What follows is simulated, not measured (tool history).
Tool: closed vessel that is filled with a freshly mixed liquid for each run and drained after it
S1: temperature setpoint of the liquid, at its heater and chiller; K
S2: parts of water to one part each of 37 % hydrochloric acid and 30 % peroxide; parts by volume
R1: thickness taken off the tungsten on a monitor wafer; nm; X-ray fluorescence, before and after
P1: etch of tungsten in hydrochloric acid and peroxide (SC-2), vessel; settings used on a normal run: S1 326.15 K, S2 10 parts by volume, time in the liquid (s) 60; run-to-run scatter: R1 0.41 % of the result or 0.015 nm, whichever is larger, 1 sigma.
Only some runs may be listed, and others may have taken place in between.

{"run": 1, "hour": 12.6, "S1": 326.15, "S2": 10, "time in the liquid (s)": 60, "R1": 21.281}
{"run": 2, "hour": 27.5, "S1": 326.15, "S2": 10, "time in the liquid (s)": 60, "R1": 21.295}
{"run": 3, "hour": 37.7, "S1": 326.15, "S2": 10, "time in the liquid (s)": 60, "R1": 21.479}
{"run": 4, "hour": 51.2, "S1": 326.15, "S2": 10, "time in the liquid (s)": 30, "R1": 10.596}
{"run": 5, "hour": 59.4, "S1": 326.15, "S2": 10, "time in the liquid (s)": 60, "R1": 21.286}
{"hour": 61.9, "done": "chemicals flow meter replaced"}
{"run": 6, "hour": 74.2, "S1": 326.15, "S2": 4, "time in the liquid (s)": 60, "R1": 42.711}
{"run": 7, "hour": 81.4, "S1": 326.15, "S2": 10, "time in the liquid (s)": 100, "R1": 35.553}
{"run": 8, "hour": 95.6, "S1": 326.15, "S2": 4, "time in the liquid (s)": 30, "R1": 21.394}
{"run": 9, "hour": 104.3, "S1": 326.15, "S2": 10, "time in the liquid (s)": 60, "R1": 21.287}
{"run": 10, "hour": 115.4, "S1": 341.65, "S2": 10, "time in the liquid (s)": 60, "R1": 56.17}
{"run": 11, "hour": 129.4, "S1": 326.15, "S2": 18, "time in the liquid (s)": 60, "R1": 12.765}

The next listed run, before its measurement:
{"run": 12, "hour": 139.0, "S1": 309.65, "S2": 10, "time in the liquid (s)": 60, "R1": "?"}

Run 12 yielded R1 6.847 nm.
